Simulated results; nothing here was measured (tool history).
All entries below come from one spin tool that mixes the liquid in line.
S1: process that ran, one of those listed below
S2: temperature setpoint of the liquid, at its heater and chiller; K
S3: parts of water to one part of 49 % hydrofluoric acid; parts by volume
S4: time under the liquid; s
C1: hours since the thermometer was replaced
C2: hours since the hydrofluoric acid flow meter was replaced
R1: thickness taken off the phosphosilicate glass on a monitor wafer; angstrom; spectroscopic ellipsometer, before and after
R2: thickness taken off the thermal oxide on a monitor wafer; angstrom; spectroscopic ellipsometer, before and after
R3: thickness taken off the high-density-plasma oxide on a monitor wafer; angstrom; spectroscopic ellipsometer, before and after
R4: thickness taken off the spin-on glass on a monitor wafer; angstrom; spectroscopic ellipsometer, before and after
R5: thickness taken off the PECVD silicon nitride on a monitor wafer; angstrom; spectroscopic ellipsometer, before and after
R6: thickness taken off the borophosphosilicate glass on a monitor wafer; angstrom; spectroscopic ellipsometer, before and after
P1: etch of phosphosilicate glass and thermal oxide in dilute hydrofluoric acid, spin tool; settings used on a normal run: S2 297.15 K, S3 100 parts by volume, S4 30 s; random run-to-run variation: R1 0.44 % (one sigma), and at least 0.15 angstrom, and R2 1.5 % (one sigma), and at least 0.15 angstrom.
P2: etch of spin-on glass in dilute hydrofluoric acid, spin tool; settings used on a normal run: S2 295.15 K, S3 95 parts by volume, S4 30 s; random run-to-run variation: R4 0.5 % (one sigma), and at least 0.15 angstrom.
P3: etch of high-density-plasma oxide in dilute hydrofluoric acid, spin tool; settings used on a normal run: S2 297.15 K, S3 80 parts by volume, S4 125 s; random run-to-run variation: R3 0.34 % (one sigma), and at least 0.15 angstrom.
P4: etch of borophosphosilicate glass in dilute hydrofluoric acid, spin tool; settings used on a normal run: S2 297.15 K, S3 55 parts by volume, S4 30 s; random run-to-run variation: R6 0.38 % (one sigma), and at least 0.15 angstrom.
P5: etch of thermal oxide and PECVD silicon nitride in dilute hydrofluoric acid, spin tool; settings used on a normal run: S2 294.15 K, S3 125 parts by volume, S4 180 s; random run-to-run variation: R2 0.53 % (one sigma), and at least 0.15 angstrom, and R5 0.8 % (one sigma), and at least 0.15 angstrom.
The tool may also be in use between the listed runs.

run	hour	S1	S2	S3	S4	C1	C2	R1	R2	R3	R4	R5	R6
1	7	P1	297.15	100	30	945.6	372.3	181.95	14.45				
2	16.7	P3	290.15	80	125	955.3	382			63.644			
3	23.1	P3	297.15	145	125	961.7	388.4			42.984			
4	33.4	P1	297.15	160	30	972	398.7	105.21	8.2032				
5	43.1	P2	295.15	30	30	981.7	408.4				362.88		
6	52.7	P1	297.15	100	30	991.3	418	181.87	14.156				
7	59.7	P1	301.65	25	30	998.3	425	963.86	76.914				
8	67.3	P1	297.15	100	30	1005.9	432.6	181.66	14.317				
9	75.1	P5	290.15	125	180	1013.7	440.4		48.575			25.514	
10	86.8	P3	297.15	80	125	1025.4	452.1			84.409			
11	100	P5	294.15	125	70	1038.6	465.3		22.444			13.427	
12	113.7	P1	300.65	100	30	1052.3	479	207.81	15.902				
13	124.9	P5	294.15	125	180	1063.5	490.2		58.023			33.264	
14	136.1	P2	295.15	95	15	1074.7	501.4				53.101		
15	144	P1	297.15	100	30	1082.6	509.3	180.83	14.195				
16	150.8	P4	297.15	55	30	1089.4	516.1						237.13
17	162.4	P1	297.15	100	15	1101	527.7	90.451	6.9216				
18	172.9	P3	297.15	80	15	1111.5	538.2			10.171			
19	181.9	P1	290.15	100	30	1120.5	547.2	136.66	10.866				
20	192.9	P4	297.15	85	30	1131.5	558.2						148.95
21	200.6	P4	297.15	55	30	1139.2	565.9						238.09
22	213.3	P2	301.65	95	30	1151.9	578.6				138.38		
23	219.8	P4	305.65	55	30	1158.4	585.1						332.86
24	229	P5	294.15	210	180	1167.6	594.3		31.708			20.042	
25	239.9	P1	297.15	100	50	1178.5	605.2	302.93	23.59				

Run 26 is up next; what results do you expect?
26	246.5	P1	297.15	40	30	1185.1	611.8	?	?				

R1: 487.54 angstrom
R2: 39.512 angstrom
